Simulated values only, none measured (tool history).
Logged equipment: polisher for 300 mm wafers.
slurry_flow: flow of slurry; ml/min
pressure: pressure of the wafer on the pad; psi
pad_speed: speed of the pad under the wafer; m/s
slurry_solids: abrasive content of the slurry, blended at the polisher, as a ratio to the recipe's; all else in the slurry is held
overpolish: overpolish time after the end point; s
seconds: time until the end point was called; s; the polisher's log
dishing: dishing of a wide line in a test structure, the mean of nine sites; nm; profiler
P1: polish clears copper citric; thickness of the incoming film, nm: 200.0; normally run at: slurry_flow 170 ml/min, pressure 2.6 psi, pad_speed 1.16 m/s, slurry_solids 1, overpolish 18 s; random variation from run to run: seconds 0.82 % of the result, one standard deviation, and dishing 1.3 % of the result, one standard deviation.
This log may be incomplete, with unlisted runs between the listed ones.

| run | hour | slurry_flow | pressure | pad_speed | slurry_solids | overpolish | wafers polished on this pad | hours since the slurry nozzle was cleaned | hours since the head pressure was calibrated | hours since the slurry blender was calibrated | seconds | dishing |
|---|---|---|---|---|---|---|---|---|---|---|---|---|
| 1 | 4.6 | 170 | 2.6 | 1.16 | 1 | 18 | 310 | 572.7 | 450.4 | 285 | 74.175 | 25.949 |
| 2 | 11.9 | 170 | 2.6 | 1.16 | 1 | 18 | 369 | 580 | 457.7 | 292.3 | 74.607 | 26.149 |
| 3 | 15.8 | 260 | 2.6 | 1.16 | 1 | 18 | 400 | 583.9 | 461.6 | 296.2 | 70.752 | 26.962 |
| 4 | 20.4 | 170 | 1.9 | 1.16 | 1 | 18 | 437 | 588.5 | 466.2 | 300.8 | 102.18 | 20.191 |
| 5 | 25.3 | 170 | 2.6 | 0.54 | 1 | 18 | 477 | 593.4 | 471.1 | 305.7 | 155.99 | 15.181 |
| 6 | 30.1 | 170 | 2.6 | 1.16 | 0.65 | 18 | 515 | 598.2 | 475.9 | 310.5 | 81.768 | 24.858 |
| 7 | 34.8 | 105 | 2.6 | 1.16 | 1 | 5 | 553 | 602.9 | 480.6 | 315.2 | 81.71 | 8.3997 |
|  | 38.4 | slurry blender recalibrated |
| 8 | 40.3 | 170 | 2.6 | 1.16 | 1.35 | 18 | 597 | 608.4 | 486.1 | 1.9 | 69.973 | 27.157 |
| 9 | 45.3 | 100 | 2.6 | 1.16 | 1 | 18 | 637 | 613.4 | 491.1 | 6.9 | 82.562 | 24.459 |
| 10 | 51.6 | 170 | 2.6 | 1.16 | 1 | 5 | 688 | 619.7 | 497.4 | 13.2 | 74.41 | 9.1855 |
| 11 | 58.4 | 170 | 2.6 | 1.16 | 1 | 27 | 743 | 626.5 | 504.2 | 20 | 75.252 | 33.711 |
| 12 | 64.9 | 170 | 2.6 | 1.16 | 1 | 18 | 795 | 633 | 510.7 | 26.5 | 74.832 | 26.707 |
| 13 | 69.2 | 170 | 2.6 | 1.16 | 1 | 18 | 830 | 637.3 | 515 | 30.8 | 74.733 | 26.446 |
| 14 | 73.6 | 170 | 1.2 | 1.16 | 0.6 | 18 | 865 | 641.7 | 519.4 | 35.2 | 173.3 | 13.599 |
|  | 76.7 | head pressure recalibrated |
| 15 | 78.1 | 170 | 4 | 1.16 | 1 | 18 | 901 | 646.2 | 1.5 | 39.7 | 49.096 | 34.969 |
| 16 | 84.3 | 170 | 2.6 | 1.74 | 1 | 18 | 951 | 652.4 | 7.7 | 45.9 | 50.005 | 33.297 |

Run 17, settings as shown, results not yet in. Your forecast:
| 17 | 88.1 | 170 | 2.6 | 1.16 | 1 | 18 | 982 | 656.2 | 11.5 | 49.7 | ? | ? |

{"run 17": {"seconds": 74.845, "dishing": 25.91}}
